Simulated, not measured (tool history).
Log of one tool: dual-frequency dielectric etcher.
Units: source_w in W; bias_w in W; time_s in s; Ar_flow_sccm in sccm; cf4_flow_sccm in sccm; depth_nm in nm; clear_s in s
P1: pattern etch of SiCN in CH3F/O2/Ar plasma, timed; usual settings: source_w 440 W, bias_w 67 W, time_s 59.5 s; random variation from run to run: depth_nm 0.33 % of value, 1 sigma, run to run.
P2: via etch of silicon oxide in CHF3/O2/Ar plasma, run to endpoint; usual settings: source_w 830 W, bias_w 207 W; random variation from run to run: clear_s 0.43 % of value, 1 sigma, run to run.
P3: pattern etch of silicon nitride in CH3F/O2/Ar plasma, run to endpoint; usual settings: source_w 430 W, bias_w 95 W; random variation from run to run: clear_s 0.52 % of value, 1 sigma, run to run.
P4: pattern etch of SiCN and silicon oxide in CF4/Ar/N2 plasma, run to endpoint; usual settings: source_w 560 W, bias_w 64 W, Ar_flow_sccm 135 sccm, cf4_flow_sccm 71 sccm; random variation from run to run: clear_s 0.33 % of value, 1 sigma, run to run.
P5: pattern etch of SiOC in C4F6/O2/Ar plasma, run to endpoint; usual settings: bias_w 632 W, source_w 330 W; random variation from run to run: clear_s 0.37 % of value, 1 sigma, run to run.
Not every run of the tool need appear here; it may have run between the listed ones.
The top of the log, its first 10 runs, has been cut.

run    day  process  source_w  bias_w  time_s  Ar_flow_sccm  cf4_flow_sccm  hours since the last wet clean  hours since the last source power generator calibration  hours since the last bias power generator calibration  depth_nm  clear_s
 11  3.788       P1       440      89    59.5                                                        492.0                                                   1914.7                                                 1116.5    25.065
 12  4.133       P1       440      67    59.5                                                        500.3                                                   1923.0                                                 1124.8    22.612
 13  4.454       P1       440      91    73.5                                                        508.0                                                   1930.7                                                 1132.5    31.226
 14  4.942       P1       440      67    59.5                                                        519.7                                                   1942.4                                                 1144.2    22.729
 15  5.317       P1       260      67    59.5                                                        528.7                                                   1951.4                                                 1153.2    18.545
 16  5.529       P1       440      40    59.5                                                        533.8                                                   1956.5                                                 1158.3    19.193
 17  5.971       P3       430     134                                                                544.4                                                   1967.1                                                 1168.9            26.3140
 18  6.183       P1       440      67    81.5                                                        549.5                                                   1972.2                                                 1174.0    31.037
 19  6.521       P5       330     805                                                                557.6                                                   1980.3                                                 1182.1            15.5680
 20  6.742       P1       440      67    59.5                                                        562.9                                                   1985.6                                                 1187.4    22.731
 21  7.058       P4       560      40                   135             71                           570.5                                                   1993.2                                                 1195.0            10.4710
 22  7.462       P4       560      64                   135             71                           580.2                                                   2002.9                                                 1204.7             8.9670
 23  7.804       P1       440      67    59.5                                                        588.4                                                   2011.1                                                 1212.9    22.768

Run 24 is up next; what results do you expect?
 24  8.154       P4       380      64                   135             71                           596.8                                                   2019.5                                                 1221.3                  ?

{"run 24": {"clear_s": 12.591}}

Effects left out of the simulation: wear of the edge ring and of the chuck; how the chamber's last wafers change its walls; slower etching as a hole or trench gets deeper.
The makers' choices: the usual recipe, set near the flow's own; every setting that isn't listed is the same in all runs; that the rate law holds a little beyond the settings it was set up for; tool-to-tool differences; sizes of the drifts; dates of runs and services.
